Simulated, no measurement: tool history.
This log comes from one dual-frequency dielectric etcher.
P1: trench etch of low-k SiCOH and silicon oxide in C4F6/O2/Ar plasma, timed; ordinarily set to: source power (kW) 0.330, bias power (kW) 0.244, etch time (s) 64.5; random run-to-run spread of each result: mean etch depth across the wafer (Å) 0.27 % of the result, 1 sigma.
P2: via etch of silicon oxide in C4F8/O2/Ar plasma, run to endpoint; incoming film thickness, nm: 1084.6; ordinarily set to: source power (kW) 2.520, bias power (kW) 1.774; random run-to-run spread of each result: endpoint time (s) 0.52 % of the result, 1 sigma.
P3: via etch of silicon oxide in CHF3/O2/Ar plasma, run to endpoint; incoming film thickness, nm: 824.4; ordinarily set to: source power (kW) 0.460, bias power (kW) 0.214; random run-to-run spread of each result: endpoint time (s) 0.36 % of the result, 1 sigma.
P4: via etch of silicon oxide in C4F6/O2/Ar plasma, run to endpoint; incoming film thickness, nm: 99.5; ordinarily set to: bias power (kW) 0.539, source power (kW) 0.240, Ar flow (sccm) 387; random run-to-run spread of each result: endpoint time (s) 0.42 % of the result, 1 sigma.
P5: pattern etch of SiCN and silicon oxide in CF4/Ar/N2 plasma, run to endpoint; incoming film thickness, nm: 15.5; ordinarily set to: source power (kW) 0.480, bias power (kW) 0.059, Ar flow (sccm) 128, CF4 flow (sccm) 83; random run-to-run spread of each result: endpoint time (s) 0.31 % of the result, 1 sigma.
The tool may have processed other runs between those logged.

| run | day | process that ran | source power (kW) | bias power (kW) | etch time (s) | Ar flow (sccm) | CF4 flow (sccm) | mean etch depth across the wafer (Å) | endpoint time (s) |
|---|---|---|---|---|---|---|---|---|---|
| 1 | 0.450 | P1 | 0.330 | 0.244 | 64.5 |  |  | 2085.3 |  |
| 2 | 0.929 | P1 | 0.330 | 0.244 | 64.5 |  |  | 2081.6 |  |
| 3 | 1.317 | P1 | 0.330 | 0.299 | 64.5 |  |  | 2247.3 |  |
| 4 | 1.596 | P4 | 0.240 | 0.539 |  | 282 |  |  | 24.954 |
| 5 | 1.942 | P5 | 0.480 | 0.059 |  | 128 | 83 |  | 18.695 |
|  | 2.267 | wet clean of the chamber |
| 6 | 2.538 | P3 | 0.460 | 0.214 |  |  |  |  | 440.700 |
| 7 | 3.038 | P1 | 0.450 | 0.162 | 64.5 |  |  | 2068.3 |  |
| 8 | 3.442 | P1 | 0.240 | 0.244 | 41.5 |  |  | 1190.0 |  |
| 9 | 3.950 | P3 | 0.280 | 0.214 |  |  |  |  | 536.690 |
| 10 | 4.292 | P2 | 2.520 | 1.774 |  |  |  |  | 196.870 |
| 11 | 4.750 | P3 | 0.460 | 0.163 |  |  |  |  | 486.650 |
| 12 | 5.246 | P1 | 0.330 | 0.244 | 42.0 |  |  | 1359.4 |  |
| 13 | 5.775 | P1 | 0.220 | 0.244 | 64.5 |  |  | 1784.3 |  |
| 14 | 6.250 | P1 | 0.330 | 0.244 | 64.5 |  |  | 2087.2 |  |
| 15 | 6.712 | P5 | 0.360 | 0.059 |  | 128 | 83 |  | 24.232 |
| 16 | 7.283 | P5 | 0.480 | 0.059 |  | 94 | 83 |  | 17.991 |
| 17 | 7.883 | P2 | 2.520 | 1.100 |  |  |  |  | 220.220 |
| 18 | 8.425 | P5 | 0.480 | 0.035 |  | 128 | 83 |  | 21.923 |
| 19 | 8.917 | P5 | 0.480 | 0.059 |  | 128 | 59 |  | 19.968 |
| 20 | 9.242 | P1 | 0.330 | 0.244 | 64.5 |  |  | 2093.9 |  |
| 21 | 9.767 | P4 | 0.240 | 0.659 |  | 387 |  |  | 23.747 |
| 22 | 10.250 | P1 | 0.330 | 0.244 | 64.5 |  |  | 2082.7 |  |
| 23 | 10.554 | P4 | 0.150 | 0.539 |  | 387 |  |  | 30.894 |

What will run 24 give?
| 24 | 11.025 | P3 | 0.460 | 0.214 |  |  |  |  | ? |

endpoint time (s): 441.920
